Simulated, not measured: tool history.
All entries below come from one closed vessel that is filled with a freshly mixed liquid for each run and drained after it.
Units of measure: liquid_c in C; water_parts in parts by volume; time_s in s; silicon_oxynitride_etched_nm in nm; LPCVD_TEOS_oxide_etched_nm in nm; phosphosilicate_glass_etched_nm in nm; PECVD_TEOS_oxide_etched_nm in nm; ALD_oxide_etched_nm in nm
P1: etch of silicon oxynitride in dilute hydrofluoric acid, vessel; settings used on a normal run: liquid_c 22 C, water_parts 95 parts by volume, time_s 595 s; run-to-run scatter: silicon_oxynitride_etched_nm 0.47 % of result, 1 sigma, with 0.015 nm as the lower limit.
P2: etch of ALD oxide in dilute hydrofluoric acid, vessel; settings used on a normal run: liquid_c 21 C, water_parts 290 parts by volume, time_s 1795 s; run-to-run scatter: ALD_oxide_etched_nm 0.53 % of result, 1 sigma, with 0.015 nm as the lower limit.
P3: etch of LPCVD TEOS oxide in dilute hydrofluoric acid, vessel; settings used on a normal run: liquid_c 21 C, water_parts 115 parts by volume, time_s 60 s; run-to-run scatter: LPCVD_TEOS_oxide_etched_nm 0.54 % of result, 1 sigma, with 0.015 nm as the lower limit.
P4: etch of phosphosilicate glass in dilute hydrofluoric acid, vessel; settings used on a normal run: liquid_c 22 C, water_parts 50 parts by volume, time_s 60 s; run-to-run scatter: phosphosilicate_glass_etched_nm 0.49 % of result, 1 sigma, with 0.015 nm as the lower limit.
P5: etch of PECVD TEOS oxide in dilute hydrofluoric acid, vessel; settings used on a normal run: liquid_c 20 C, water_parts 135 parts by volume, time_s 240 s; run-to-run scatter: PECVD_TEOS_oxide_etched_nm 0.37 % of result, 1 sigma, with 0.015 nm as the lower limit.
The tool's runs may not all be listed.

run,hour,process,liquid_c,water_parts,time_s,hours since the thermometer was replaced,hours since the hydrofluoric acid flow meter was replaced,silicon_oxynitride_etched_nm,LPCVD_TEOS_oxide_etched_nm,phosphosilicate_glass_etched_nm,PECVD_TEOS_oxide_etched_nm,ALD_oxide_etched_nm
1,6.9,P1,22,95,595,952.4,244.9,21.667,,,,
2,16.3,P1,22,30,595,961.8,254.3,72.607,,,,
3,24.8,P1,22,95,595,970.3,262.8,21.801,,,,
4,35.8,P3,21,115,30,981.3,273.8,,7.8774,,,
5,41.9,P4,22,20,60,987.4,279.9,,,599.92,,
6,50.5,P1,28.5,95,855,996,288.5,42.636,,,,
7,56.2,P4,22,50,30,1001.7,294.2,,,116.49,,
8,66,P5,20,35,240,1011.5,304,,,,123.81,
9,74,P4,22,50,60,1019.5,312,,,234.48,,
10,81.4,P3,21,115,60,1026.9,319.4,,15.541,,,
11,90.2,P1,28,95,595,1035.7,328.2,28.792,,,,
12,95.8,P1,17,95,595,1041.3,333.8,17.017,,,,
13,105.9,P1,22,95,1085,1051.4,343.9,39.657,,,,
# hour 111.9: hydrofluoric acid flow meter replaced
14,113.5,P2,21,290,1795,1059,1.7,,,,,49.937
15,124.2,P5,20,135,240,1069.7,12.4,,,,28.601,
16,133.2,P4,17,50,60,1078.7,21.4,,,188.1,,
17,143.1,P2,21,455,1795,1088.6,31.3,,,,,27.417
18,149.3,P1,22,95,30,1094.8,37.5,1.0884,,,,
19,155.5,P1,22,95,595,1101,43.7,21.742,,,,
20,165.8,P2,21,290,3030,1111.3,54,,,,,83.776
21,175.8,P5,20,135,240,1121.3,64,,,,28.57,
22,182.4,P5,20,135,480,1127.9,70.6,,,,56.939,
23,189.7,P4,22,50,60,1135.2,77.9,,,235.52,,
24,199.2,P5,17,135,240,1144.7,87.4,,,,25.138,
25,208.3,P1,22,95,595,1153.8,96.5,21.805,,,,
26,218.6,P3,21,30,60,1164.1,106.8,,66,,,
27,227.6,P1,22,165,595,1173.1,115.8,11.934,,,,
28,235.2,P3,21,115,60,1180.7,123.4,,15.434,,,
29,243.7,P2,17,290,1795,1189.2,131.9,,,,,42.79
30,254.7,P3,17,115,60,1200.2,142.9,,13.226,,,
31,261.7,P1,22,95,595,1207.2,149.9,21.615,,,,
32,268.5,P1,22,95,595,1214,156.7,21.867,,,,
33,276.3,P1,22,95,595,1221.8,164.5,21.153,,,,
34,287.4,P1,22,95,595,1232.9,175.6,20.855,,,,
35,297.9,P1,22,95,595,1243.4,186.1,20.712,,,,
36,305,P1,22,95,595,1250.5,193.2,20.478,,,,
37,314,P1,22,95,595,1259.5,202.2,20.567,,,,
38,320,P1,22,95,595,1265.5,208.2,20.442,,,,
39,326.3,P1,22,95,595,1271.8,214.5,20.436,,,,
40,335.9,P1,22,95,595,1281.4,224.1,20.465,,,,
41,342.1,P1,22,95,595,1287.6,230.3,20.195,,,,
42,351.9,P1,22,95,595,1297.4,240.1,20.319,,,,

Compared with where it was, what P1 gives has crept away. Each cause listed below fits the log as well as the rest, at the size given for it:
A: hydrofluoric acid flow below the setpoint (%) = 6.49
B: liquid colder than its thermometer reads (K) = 1.49
The drift started at roughly hour 268.5.

The list below offers 4 check runs, each averaging the results of 2 wafers, and shows each result as a question mark. For which of them would the listed causes give clearly different results?
check 1,361.7,P4,22,25,60,,,,,?,,
check 2,361.7,P3,18,65,60,,,,?,,,
check 3,361.7,P2,21,290,2940,,,,,,,?
check 4,361.7,P5,20,40,445,,,,,,?,

Check results expected under each cause:
check,result,if A,if B
check 1,phosphosilicate_glass_etched_nm,448.62,451.14
check 2,LPCVD_TEOS_oxide_etched_nm,23.945,24.139
check 3,ALD_oxide_etched_nm,74.833,77.186
check 4,PECVD_TEOS_oxide_etched_nm,184.96,186.15
Separation of the two closest causes in each check, using whichever result separates them best: check 1 0.56 %; check 2 0.81 %; check 3 3.1 %; check 4 0.64 %
Only in check 3 would the causes give clearly different results; in the remaining checks their results would be nearly the same.

Running check 3 produced the following: ALD_oxide_etched_nm 77.684 nm. Which one of the listed causes fits?

B is the cause: liquid colder than its thermometer reads (K).
